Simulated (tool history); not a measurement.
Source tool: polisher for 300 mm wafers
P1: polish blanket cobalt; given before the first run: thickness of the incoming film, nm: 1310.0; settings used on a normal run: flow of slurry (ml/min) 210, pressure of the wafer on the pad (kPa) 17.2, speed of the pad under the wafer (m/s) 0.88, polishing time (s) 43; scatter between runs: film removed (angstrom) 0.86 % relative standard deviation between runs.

run	hour	flow of slurry (ml/min)	pressure of the wafer on the pad (kPa)	speed of the pad under the wafer (m/s)	polishing time (s)	wafers polished on this pad	hours since the slurry nozzle was cleaned	hours since the head pressure was calibrated	film removed (angstrom)
1	5.8	210	17.2	0.88	43	507	118.6	470	2469.9
2	10.9	210	17.2	0.54	43	545	123.7	475.1	1505.8
3	18.4	210	17.2	0.88	43	601	131.2	482.6	2510.1
4	25.9	210	17.2	0.88	66	657	138.7	490.1	3752.5
5	32.2	310	17.2	0.88	43	705	145	496.4	2559.8
6	38.8	130	17.2	0.88	43	754	151.6	503	2287.8
7	43.1	280	17.2	0.88	24	786	155.9	507.3	1433.5
8	49.4	210	17.2	0.88	25	834	162.2	513.6	1424.8
9	58.7	210	7.6	0.88	43	903	171.5	522.9	1089.8
10	63.9	210	26.9	0.88	43	942	176.7	528.1	3824.1
11	68.2	210	17.2	0.88	43	975	181	532.4	2474.2
12	74.8	290	17.2	0.44	43	1024	187.6	539	1284.3
13	79.7	210	10.3	0.88	33	1061	192.5	543.9	1126.6
14	86.9	210	17.2	1.38	43	1115	199.7	551.1	3909.2
15	94.5	210	17.2	0.88	43	1172	207.3	558.7	2480.8
16	102.7	210	17.2	0.88	43	1233	215.5	566.9	2418.2
17	107.3	210	17.2	0.88	43	1268	220.1	571.5	2400.2
18	112.3	210	17.2	0.88	43	1305	225.1	576.5	2370.5
19	116.9	210	17.2	0.88	43	1340	229.7	581.1	2369.8

What will run 20 give?
# hour 120.4: head pressure recalibrated
20	121.8	210	17.2	0.88	43	1376	234.6	1.4	?

{"run 20": {"film removed (angstrom)": 2329.8}}

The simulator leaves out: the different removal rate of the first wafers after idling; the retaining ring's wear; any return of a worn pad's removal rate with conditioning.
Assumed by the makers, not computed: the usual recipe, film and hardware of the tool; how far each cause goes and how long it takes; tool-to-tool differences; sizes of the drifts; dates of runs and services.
